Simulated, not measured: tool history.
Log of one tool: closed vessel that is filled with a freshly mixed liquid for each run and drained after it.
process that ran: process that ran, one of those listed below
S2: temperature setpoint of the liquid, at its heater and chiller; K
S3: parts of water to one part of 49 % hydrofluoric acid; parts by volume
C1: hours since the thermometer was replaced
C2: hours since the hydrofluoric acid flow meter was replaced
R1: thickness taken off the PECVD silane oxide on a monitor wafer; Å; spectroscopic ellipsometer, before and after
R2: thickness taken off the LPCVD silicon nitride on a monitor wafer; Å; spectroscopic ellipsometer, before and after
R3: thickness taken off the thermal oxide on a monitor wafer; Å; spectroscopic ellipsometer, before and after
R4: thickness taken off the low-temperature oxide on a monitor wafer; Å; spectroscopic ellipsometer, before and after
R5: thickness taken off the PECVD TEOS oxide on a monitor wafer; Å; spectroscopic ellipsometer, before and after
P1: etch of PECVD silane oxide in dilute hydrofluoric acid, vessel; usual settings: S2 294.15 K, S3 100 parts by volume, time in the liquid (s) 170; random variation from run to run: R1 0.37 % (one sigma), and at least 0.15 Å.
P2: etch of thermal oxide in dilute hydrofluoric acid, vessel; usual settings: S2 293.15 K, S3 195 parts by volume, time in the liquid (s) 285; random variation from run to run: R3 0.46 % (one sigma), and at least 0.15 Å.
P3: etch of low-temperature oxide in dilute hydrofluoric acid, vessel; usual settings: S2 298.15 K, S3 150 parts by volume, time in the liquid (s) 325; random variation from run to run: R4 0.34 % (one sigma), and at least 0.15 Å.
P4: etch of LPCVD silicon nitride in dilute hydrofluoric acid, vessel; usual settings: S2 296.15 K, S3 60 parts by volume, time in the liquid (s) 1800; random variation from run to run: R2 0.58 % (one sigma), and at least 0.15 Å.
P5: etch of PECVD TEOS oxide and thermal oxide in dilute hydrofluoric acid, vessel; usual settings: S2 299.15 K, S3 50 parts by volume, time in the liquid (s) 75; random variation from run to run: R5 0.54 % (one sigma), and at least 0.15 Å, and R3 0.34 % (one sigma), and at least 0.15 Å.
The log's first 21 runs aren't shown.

run 22 day=2.829 | process_that_ran=P1 S2=294.15 S3=100 time_in_the_liquid_(s)=170 | C1=255.1 C2=1525.8 | R1=409.84
run 23 day=3 | process_that_ran=P1 S2=290.15 S3=100 time_in_the_liquid_(s)=170 | C1=259.2 C2=1529.9 | R1=347.24
-- day=3.067 hydrofluoric acid flow meter replaced
run 24 day=3.083 | process_that_ran=P1 S2=294.15 S3=100 time_in_the_liquid_(s)=285 | C1=261.2 C2=0.5 | R1=687.21
run 25 day=3.25 | process_that_ran=P1 S2=294.15 S3=100 time_in_the_liquid_(s)=170 | C1=265.2 C2=4.5 | R1=410.59
run 26 day=3.375 | process_that_ran=P2 S2=293.15 S3=195 time_in_the_liquid_(s)=285 | C1=268.2 C2=7.5 | R3=50.837
run 27 day=3.467 | process_that_ran=P5 S2=299.15 S3=30 time_in_the_liquid_(s)=75 | C1=270.4 C2=9.7 | R3=137.04 R5=290.4
run 28 day=3.571 | process_that_ran=P1 S2=294.15 S3=100 time_in_the_liquid_(s)=170 | C1=272.9 C2=12.2 | R1=409.29
run 29 day=3.671 | process_that_ran=P5 S2=292.15 S3=50 time_in_the_liquid_(s)=75 | C1=275.3 C2=14.6 | R3=59.233 R5=125.45
run 30 day=3.8 | process_that_ran=P4 S2=304.15 S3=60 time_in_the_liquid_(s)=1800 | C1=278.4 C2=17.7 | R2=214.31

Run 31 comes next. What will it give?
run 31 day=3.892 | process_that_ran=P1 S2=294.15 S3=100 time_in_the_liquid_(s)=70 | C1=280.6 C2=19.9 | R1=?

Run 31 gave R1 168.84 Å.
